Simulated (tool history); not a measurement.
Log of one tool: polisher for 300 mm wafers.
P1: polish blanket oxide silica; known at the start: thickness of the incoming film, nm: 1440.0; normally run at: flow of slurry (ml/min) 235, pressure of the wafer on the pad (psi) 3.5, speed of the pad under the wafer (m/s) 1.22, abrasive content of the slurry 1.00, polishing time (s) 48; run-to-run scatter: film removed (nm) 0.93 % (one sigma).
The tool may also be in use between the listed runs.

run,day,flow of slurry (ml/min),pressure of the wafer on the pad (psi),speed of the pad under the wafer (m/s),abrasive content of the slurry,polishing time (s),wafers polished on this pad,hours since the slurry nozzle was cleaned,hours since the head pressure was calibrated,hours since the slurry blender was calibrated,hours since the conditioning disc was replaced,film removed (nm)
1,0.338,235,3.5,1.22,1.00,48,432,118.9,214.4,46.2,224.2,122.740
2,0.783,235,3.5,1.22,1.25,48,496,129.6,225.1,56.9,234.9,136.030
3,1.242,330,3.5,1.22,1.00,48,562,140.6,236.1,67.9,245.9,128.550
4,1.654,235,3.5,1.22,1.00,22,621,150.5,246.0,77.8,255.8,57.079
5,2.033,235,2.1,1.22,1.00,48,675,159.6,255.1,86.9,264.9,74.603
6,2.488,235,3.5,1.22,1.00,48,740,170.5,266.0,97.8,275.8,126.270
# day 2.638: slurry blender recalibrated
7,2.883,235,4.9,1.22,1.00,62,797,180.0,275.5,6.0,285.3,225.330
8,3.354,235,4.4,1.22,1.00,48,865,191.3,286.8,17.3,296.6,155.480
9,3.808,235,3.5,1.84,1.00,48,930,202.2,297.7,28.2,307.5,174.330
10,4.088,235,3.5,1.22,0.55,48,970,208.9,304.4,34.9,314.2,91.139
11,4.554,140,3.5,1.22,1.00,48,1037,220.1,315.6,46.1,325.4,116.700
12,5.008,235,3.5,1.22,1.00,48,1102,231.0,326.5,57.0,336.3,124.660
13,5.508,235,3.5,1.22,1.00,48,1174,243.0,338.5,69.0,348.3,126.400
14,5.950,235,3.5,1.22,1.00,74,1237,253.6,349.1,79.6,358.9,191.510
15,6.204,235,3.5,0.54,1.00,48,1274,259.7,355.2,85.7,365.0,63.831
16,6.525,235,3.5,1.22,1.00,48,1320,267.4,362.9,93.4,372.7,125.670
17,6.950,235,3.5,1.22,1.00,48,1381,277.6,373.1,103.6,382.9,119.970
18,7.412,235,3.5,1.22,1.00,48,1447,288.7,384.2,114.7,394.0,115.900
19,7.708,235,3.5,1.22,1.00,48,1490,295.8,391.3,121.8,401.1,117.110
# day 7.925: conditioning disc replaced and pad reconditioned
# day 8.033: slurry nozzle cleaned
20,8.079,235,3.5,1.22,1.00,48,1543,1.1,400.2,130.7,3.8,115.050
21,8.454,235,3.5,1.22,1.00,48,1597,10.1,409.2,139.7,12.8,114.640
# day 8.558: worn pad replaced by a new one
22,8.958,235,3.5,1.22,1.00,48,57,22.2,421.3,151.8,24.9,115.410
23,9.238,235,3.5,1.22,1.00,48,97,28.9,428.0,158.5,31.6,111.510

What P1 gives has crept away from where it was. These 2 causes fit the log equally well, each at the size given:
A: head's pressure below its setpoint, % = 9.17
B: abrasive missing from the slurry, % = 18.2
The creep began at about day 6.525.
Why every other cause is out:
removal rate lost through wear of the pad, %: serviced at day 8.558, which brought nothing back
slurry flow missing at the pad, %: serviced at day 8.033, which brought nothing back
time polished since the conditioner stopped cutting, s: serviced at day 7.925, which brought nothing back

4 check runs are offered, each on 5 wafers whose results are averaged, their results left as question marks. Which one tells the causes apart?
check 1,9.517,235,3.5,1.22,0.55,48,,,,,,?
check 2,9.517,185,3.5,0.86,1.00,48,,,,,,?
check 3,9.517,235,3.5,1.74,1.00,28,,,,,,?
check 4,9.517,235,3.5,0.74,1.00,70,,,,,,?

What each check would give under each cause:
check,result,if A,if B
check 1,film removed (nm),82.367,79.965
check 2,film removed (nm),82.845,82.832
check 3,film removed (nm),87.568,87.554
check 4,film removed (nm),110.470,110.450
How far apart the two closest causes lie, in the result that separates them most: check 1 2.96 %; check 2 0.02 %; check 3 0.02 %; check 4 0.02 %
Only check 1 tells the causes apart: in the others they would give nearly the same result.

Then check 1 was run and gave: film removed (nm) 79.817. Which cause is it?

It is B: abrasive missing from the slurry, %.
